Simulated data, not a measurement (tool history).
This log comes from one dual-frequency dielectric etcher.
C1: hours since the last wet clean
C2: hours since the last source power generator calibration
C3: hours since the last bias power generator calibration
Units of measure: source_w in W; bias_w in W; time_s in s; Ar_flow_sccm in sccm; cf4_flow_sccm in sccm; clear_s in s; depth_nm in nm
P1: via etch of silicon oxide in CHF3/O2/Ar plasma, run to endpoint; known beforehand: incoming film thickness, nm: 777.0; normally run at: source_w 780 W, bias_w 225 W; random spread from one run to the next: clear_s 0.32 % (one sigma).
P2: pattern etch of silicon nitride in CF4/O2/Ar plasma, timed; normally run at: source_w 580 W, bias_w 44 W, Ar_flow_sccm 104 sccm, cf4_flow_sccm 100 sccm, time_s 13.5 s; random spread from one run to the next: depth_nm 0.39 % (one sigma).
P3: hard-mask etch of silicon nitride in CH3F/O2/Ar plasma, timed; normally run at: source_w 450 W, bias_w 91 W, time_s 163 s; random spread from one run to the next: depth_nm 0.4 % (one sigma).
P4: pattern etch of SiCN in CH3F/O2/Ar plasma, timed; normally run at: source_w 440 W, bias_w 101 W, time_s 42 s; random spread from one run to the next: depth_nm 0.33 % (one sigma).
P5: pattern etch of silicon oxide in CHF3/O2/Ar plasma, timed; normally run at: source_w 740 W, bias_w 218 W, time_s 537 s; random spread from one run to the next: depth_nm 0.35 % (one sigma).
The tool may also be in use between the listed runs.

{"run": 1, "hour": 7.9, "process": "P1", "source_w": 780, "bias_w": 225, "C1": 175.1, "C2": 1349.2, "C3": 452.1, "clear_s": 333.04}
{"run": 2, "hour": 16.1, "process": "P1", "source_w": 1100, "bias_w": 144, "C1": 183.3, "C2": 1357.4, "C3": 460.3, "clear_s": 336.77}
{"run": 3, "hour": 25.3, "process": "P3", "source_w": 450, "bias_w": 91, "time_s": 163, "C1": 192.5, "C2": 1366.6, "C3": 469.5, "depth_nm": 128.48}
{"run": 4, "hour": 32.5, "process": "P2", "source_w": 580, "bias_w": 44, "time_s": 13.5, "Ar_flow_sccm": 104, "cf4_flow_sccm": 124, "C1": 199.7, "C2": 1373.8, "C3": 476.7, "depth_nm": 28.705}
{"run": 5, "hour": 42.6, "process": "P5", "source_w": 740, "bias_w": 218, "time_s": 537, "C1": 209.8, "C2": 1383.9, "C3": 486.8, "depth_nm": 1298.1}
{"run": 6, "hour": 51.6, "process": "P1", "source_w": 780, "bias_w": 225, "C1": 218.8, "C2": 1392.9, "C3": 495.8, "clear_s": 333.65}
{"run": 7, "hour": 61.5, "process": "P1", "source_w": 780, "bias_w": 225, "C1": 228.7, "C2": 1402.8, "C3": 505.7, "clear_s": 331.62}
{"run": 8, "hour": 71.5, "process": "P3", "source_w": 450, "bias_w": 91, "time_s": 89.5, "C1": 238.7, "C2": 1412.8, "C3": 515.7, "depth_nm": 71.346}
{"run": 9, "hour": 77.7, "process": "P2", "source_w": 800, "bias_w": 44, "time_s": 13.5, "Ar_flow_sccm": 104, "cf4_flow_sccm": 100, "C1": 244.9, "C2": 1419, "C3": 521.9, "depth_nm": 36.979}
{"run": 10, "hour": 86.4, "process": "P5", "source_w": 740, "bias_w": 145, "time_s": 537, "C1": 253.6, "C2": 1427.7, "C3": 530.6, "depth_nm": 1123.5}
{"run": 11, "hour": 93.9, "process": "P1", "source_w": 490, "bias_w": 225, "C1": 261.1, "C2": 1435.2, "C3": 538.1, "clear_s": 396.36}
{"run": 12, "hour": 100.5, "process": "P1", "source_w": 780, "bias_w": 225, "C1": 267.7, "C2": 1441.8, "C3": 544.7, "clear_s": 331.96}
{"run": 13, "hour": 105.7, "process": "P1", "source_w": 780, "bias_w": 225, "C1": 272.9, "C2": 1447, "C3": 549.9, "clear_s": 332.76}
{"run": 14, "hour": 110.9, "process": "P2", "source_w": 580, "bias_w": 44, "time_s": 13.5, "Ar_flow_sccm": 104, "cf4_flow_sccm": 100, "C1": 278.1, "C2": 1452.2, "C3": 555.1, "depth_nm": 27.879}
{"run": 15, "hour": 120.5, "process": "P4", "source_w": 440, "bias_w": 101, "time_s": 23, "C1": 287.7, "C2": 1461.8, "C3": 564.7, "depth_nm": 9.8464}
{"run": 16, "hour": 127.8, "process": "P1", "source_w": 1070, "bias_w": 165, "C1": 295, "C2": 1469.1, "C3": 572, "clear_s": 326.66}
{"run": 17, "hour": 133.2, "process": "P3", "source_w": 280, "bias_w": 91, "time_s": 163, "C1": 300.4, "C2": 1474.5, "C3": 577.4, "depth_nm": 109.2}
{"run": 18, "hour": 139.2, "process": "P5", "source_w": 490, "bias_w": 218, "time_s": 537, "C1": 306.4, "C2": 1480.5, "C3": 583.4, "depth_nm": 1102.6}
{"run": 19, "hour": 146.1, "process": "P2", "source_w": 580, "bias_w": 44, "time_s": 13.5, "Ar_flow_sccm": 132, "cf4_flow_sccm": 100, "C1": 313.3, "C2": 1487.4, "C3": 590.3, "depth_nm": 27.009}
{"run": 20, "hour": 155.9, "process": "P4", "source_w": 270, "bias_w": 101, "time_s": 42, "C1": 323.1, "C2": 1497.2, "C3": 600.1, "depth_nm": 15.065}
{"run": 21, "hour": 164.6, "process": "P4", "source_w": 440, "bias_w": 101, "time_s": 42, "C1": 331.8, "C2": 1505.9, "C3": 608.8, "depth_nm": 17.98}
{"run": 22, "hour": 172.7, "process": "P3", "source_w": 450, "bias_w": 91, "time_s": 163, "C1": 339.9, "C2": 1514, "C3": 616.9, "depth_nm": 128.91}
{"run": 23, "hour": 178.0, "process": "P5", "source_w": 740, "bias_w": 218, "time_s": 537, "C1": 345.2, "C2": 1519.3, "C3": 622.2, "depth_nm": 1288.8}
{"run": 24, "hour": 186.9, "process": "P2", "source_w": 580, "bias_w": 44, "time_s": 7.5, "Ar_flow_sccm": 104, "cf4_flow_sccm": 100, "C1": 354.1, "C2": 1528.2, "C3": 631.1, "depth_nm": 15.444}
{"run": 25, "hour": 192.8, "process": "P1", "source_w": 780, "bias_w": 313, "C1": 360, "C2": 1534.1, "C3": 637, "clear_s": 295.66}
{"run": 26, "hour": 201.2, "process": "P1", "source_w": 780, "bias_w": 171, "C1": 368.4, "C2": 1542.5, "C3": 645.4, "clear_s": 363.82}
{"run": 27, "hour": 207.6, "process": "P1", "source_w": 1010, "bias_w": 225, "C1": 374.8, "C2": 1548.9, "C3": 651.8, "clear_s": 300.91}
{"run": 28, "hour": 213.9, "process": "P2", "source_w": 580, "bias_w": 30, "time_s": 13.5, "Ar_flow_sccm": 104, "cf4_flow_sccm": 100, "C1": 381.1, "C2": 1555.2, "C3": 658.1, "depth_nm": 24.423}
{"run": 29, "hour": 222.2, "process": "P5", "source_w": 740, "bias_w": 218, "time_s": 352, "C1": 389.4, "C2": 1563.5, "C3": 666.4, "depth_nm": 847.14}
{"run": 30, "hour": 231.5, "process": "P4", "source_w": 440, "bias_w": 67, "time_s": 42, "C1": 398.7, "C2": 1572.8, "C3": 675.7, "depth_nm": 15.515}
{"hour": 233.3, "done": "wet clean of the chamber"}
{"run": 31, "hour": 240.7, "process": "P2", "source_w": 580, "bias_w": 44, "time_s": 13.5, "Ar_flow_sccm": 104, "cf4_flow_sccm": 100, "C1": 7.5, "C2": 1582, "C3": 684.9, "depth_nm": 27.893}
{"run": 32, "hour": 247.0, "process": "P1", "source_w": 500, "bias_w": 158, "C1": 13.8, "C2": 1588.3, "C3": 691.2, "clear_s": 441.87}
{"run": 33, "hour": 253.7, "process": "P3", "source_w": 450, "bias_w": 115, "time_s": 163, "C1": 20.5, "C2": 1595, "C3": 697.9, "depth_nm": 140.84}
{"run": 34, "hour": 262.0, "process": "P1", "source_w": 780, "bias_w": 225, "C1": 28.8, "C2": 1603.3, "C3": 706.2, "clear_s": 333.26}
{"run": 35, "hour": 268.3, "process": "P1", "source_w": 780, "bias_w": 225, "C1": 35.1, "C2": 1609.6, "C3": 712.5, "clear_s": 331.65}
{"run": 36, "hour": 272.9, "process": "P1", "source_w": 780, "bias_w": 225, "C1": 39.7, "C2": 1614.2, "C3": 717.1, "clear_s": 329.73}
{"run": 37, "hour": 281.4, "process": "P1", "source_w": 780, "bias_w": 225, "C1": 48.2, "C2": 1622.7, "C3": 725.6, "clear_s": 330.21}
{"run": 38, "hour": 287.5, "process": "P1", "source_w": 780, "bias_w": 225, "C1": 54.3, "C2": 1628.8, "C3": 731.7, "clear_s": 326.72}
{"hour": 291.8, "done": "wet clean of the chamber"}
{"run": 39, "hour": 292.9, "process": "P1", "source_w": 780, "bias_w": 225, "C1": 1.2, "C2": 1634.2, "C3": 737.1, "clear_s": 326.02}
{"run": 40, "hour": 302.7, "process": "P1", "source_w": 780, "bias_w": 225, "C1": 11, "C2": 1644, "C3": 746.9, "clear_s": 326.86}
{"run": 41, "hour": 309.5, "process": "P1", "source_w": 780, "bias_w": 225, "C1": 17.8, "C2": 1650.8, "C3": 753.7, "clear_s": 327.49}
{"run": 42, "hour": 318.2, "process": "P1", "source_w": 780, "bias_w": 225, "C1": 26.5, "C2": 1659.5, "C3": 762.4, "clear_s": 327.98}

P1 has crept away from where it was. The log is fitted equally well by each of these 2 causes, at the sizes shown:
A: source power that arrives over what is set, % = 4.28
B: bias power that arrives over what is set, % = 4.7
Onset of the creep was near hour 268.3.
Other possible causes, and why each is ruled out:
chamber walls in a state that raises the etch rate, %: was serviced at hour 291.8, once the creep was under way, yet the earlier output never came back

Which of the 4 check runs listed below, each an average over 2 wafers with its results shown as question marks, gives clearly different results under the different listed causes?
{"run": "check 1", "hour": 326.9, "process": "P3", "source_w": 280, "bias_w": 107, "time_s": 163, "depth_nm": "?"}
{"run": "check 2", "hour": 326.9, "process": "P4", "source_w": 280, "bias_w": 101, "time_s": 42, "depth_nm": "?"}
{"run": "check 3", "hour": 326.9, "process": "P5", "source_w": 740, "bias_w": 155, "time_s": 537, "depth_nm": "?"}
{"run": "check 4", "hour": 326.9, "process": "P2", "source_w": 580, "bias_w": 44, "time_s": 8, "Ar_flow_sccm": 104, "cf4_flow_sccm": 100, "depth_nm": "?"}

If the cause were each of the candidates in turn, the checks would give the following:
check=check_1 result=depth_nm if_A=116.81 if_B=117.05
check=check_2 result=depth_nm if_A=15.478 if_B=15.515
check=check_3 result=depth_nm if_A=1168.5 if_B=1166.8
check=check_4 result=depth_nm if_A=17.058 if_B=16.72
Gap, in per cent, between the two causes that each check separates least, read from the result that separates them most: check 1 0.21 %; check 2 0.24 %; check 3 0.15 %; check 4 2 %
Of the check runs offered, only check 4 discriminates between the causes; the rest would read about the same regardless of which cause applies.

After running check 4, the following was obtained: depth_nm 16.771 nm. Which cause does this point to?

It was cause B: bias power that arrives over what is set, %.
